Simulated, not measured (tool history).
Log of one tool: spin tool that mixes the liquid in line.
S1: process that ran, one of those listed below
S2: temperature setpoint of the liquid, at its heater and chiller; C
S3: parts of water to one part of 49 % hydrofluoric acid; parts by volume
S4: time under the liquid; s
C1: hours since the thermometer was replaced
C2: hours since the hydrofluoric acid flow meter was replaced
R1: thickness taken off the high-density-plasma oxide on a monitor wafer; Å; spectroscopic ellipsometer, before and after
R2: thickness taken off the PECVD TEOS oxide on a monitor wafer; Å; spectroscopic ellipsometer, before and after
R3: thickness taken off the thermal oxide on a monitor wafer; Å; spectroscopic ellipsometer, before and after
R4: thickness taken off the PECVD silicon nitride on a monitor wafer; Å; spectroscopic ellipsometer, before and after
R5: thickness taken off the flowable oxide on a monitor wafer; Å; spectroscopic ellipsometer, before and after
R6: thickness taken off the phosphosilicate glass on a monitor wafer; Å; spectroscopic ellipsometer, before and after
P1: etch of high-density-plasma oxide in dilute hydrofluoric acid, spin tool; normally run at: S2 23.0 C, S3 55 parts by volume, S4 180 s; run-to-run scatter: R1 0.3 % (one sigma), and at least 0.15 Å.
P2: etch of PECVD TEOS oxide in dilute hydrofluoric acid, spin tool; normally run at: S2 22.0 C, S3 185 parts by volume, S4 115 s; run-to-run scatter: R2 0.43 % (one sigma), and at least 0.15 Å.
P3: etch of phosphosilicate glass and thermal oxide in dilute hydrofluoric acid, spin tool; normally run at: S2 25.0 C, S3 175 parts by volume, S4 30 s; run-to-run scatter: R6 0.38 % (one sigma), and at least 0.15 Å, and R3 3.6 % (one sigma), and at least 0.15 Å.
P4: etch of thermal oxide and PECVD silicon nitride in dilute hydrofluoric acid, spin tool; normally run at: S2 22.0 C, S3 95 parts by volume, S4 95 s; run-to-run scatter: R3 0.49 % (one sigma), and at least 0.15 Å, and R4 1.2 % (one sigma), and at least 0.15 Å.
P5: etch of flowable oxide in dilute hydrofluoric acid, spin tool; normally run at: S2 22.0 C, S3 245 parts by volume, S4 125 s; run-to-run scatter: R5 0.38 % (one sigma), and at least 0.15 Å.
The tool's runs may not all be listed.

run    day  S1    S2   S3   S4     C1     C2       R1        R2        R3      R4      R5      R6
  1  0.208  P1  23.0   55  180  629.4  355.3  170.470
  2  0.362  P2  22.0   50  115  633.1  359.0           211.9300
  3  0.533  P1  23.0   55   25  637.2  363.1   23.443
  4  0.646  P4  22.0   40   95  639.9  365.8                     111.0900  55.146
  5  0.779  P5  22.0  245  125  643.1  369.0                                       228.37
  6  0.917  P3  25.0   60   30  646.4  372.3                      26.5190                  880.55
  7  1.083  P1  29.0   55  180  650.4  376.3  215.810
  8  1.221  P1  23.0   55  180  653.7  379.6  169.430
     1.321  -- thermometer replaced
  9  1.367  P1  23.0   90  180    1.1  383.1   99.642
 10  1.508  P4  27.5   95   95    4.5  386.5                      54.3130  33.175
 11  1.692  P3  25.0  175   15    8.9  390.9                       3.9961                  130.66
 12  1.817  P4  22.0   95  180   11.9  393.9                      82.6250  45.179
 13  1.950  P2  22.0  185   15   15.1  397.1             6.2599
 14  2.112  P5  17.0  245  125   19.0  401.0                                       189.31
 15  2.283  P2  22.0  185  115   23.1  405.1            48.9740
 16  2.396  P5  22.0   70  125   25.8  407.8                                       976.97
 17  2.546  P2  26.0  185  115   29.4  411.4            56.8900
 18  2.754  P5  22.0  245  125   34.4  416.4                                       231.09
 19  2.917  P1  18.0   55  270   38.3  420.3  207.330
 20  3.046  P4  22.0   95   95   41.4  423.4                      43.2800  24.142
 21  3.250  P1  23.0   55  180   46.3  428.3  169.480
 22  3.346  P1  23.0   55  345   48.6  430.6  325.330
 23  3.454  P1  23.0   30  180   51.2  433.2  321.590
 24  3.646  P3  25.0  175   30   55.8  437.8                       7.7455                  260.99
 25  3.862  P1  23.0   55  180   61.0  443.0  169.930
 26  4.029  P1  27.5   55  275   65.0  447.0  311.840
 27  4.175  P1  17.0   55  180   68.5  450.5  131.230
 28  4.321  P1  23.0   55  180   72.0  454.0  170.580
 29  4.508  P5  22.0  245  235   76.5  458.5                                       433.36
 30  4.638  P3  17.5  175   30   79.6  461.6                       5.7412                  194.98
 31  4.746  P1  23.0   55  180   82.2  464.2  169.890
 32  4.867  P1  23.0   55  180   85.1  467.1  163.560
 33  5.083  P1  23.0   55  180   90.3  472.3  157.510
 34  5.262  P1  23.0   55  180   94.6  476.6  155.320
 35  5.379  P1  23.0   55  180   97.4  479.4  154.410
 36  5.475  P1  23.0   55  180   99.7  481.7  153.290
 37  5.658  P1  23.0   55  180  104.1  486.1  153.280

What P1 gives has crept away from where it was. These 2 causes fit the log equally well, each at the size given:
A: liquid colder than its thermometer reads (K) = 2.4
B: hydrofluoric acid flow below the setpoint (%) = 8.87
The creep began at about day 4.746.

4 check runs are offered, each on 2 wafers whose results are averaged, their results left as question marks. Which one tells the causes apart?
check 1  5.842  P2  22.0   95  115               ?
check 2  5.842  P4  22.0   50  175                   ?   ?
check 3  5.842  P5  17.0  120  125                           ?
check 4  5.842  P3  25.0   65   15                   ?           ?

What each check would give under each cause:
  check  result      if A      if B
check 1      R2   95.2240   94.6970
check 2      R3  145.4300  145.7600
check 2      R4    70.269    75.744
check 3      R5    394.05    392.72
check 4      R3   10.5650   10.5270
check 4      R6    365.58    364.29
How far apart the two closest causes lie, in the result that separates them most: check 1 0.56 %; check 2 7.5 %; check 3 0.34 %; check 4 0.35 %
Check 2 tells the causes apart: in the others they would give nearly the same result.

Check 2 was then run and gave: R3 145.2500 Å; R4 76.292 Å. Which cause is it?

It is B: hydrofluoric acid flow below the setpoint (%).
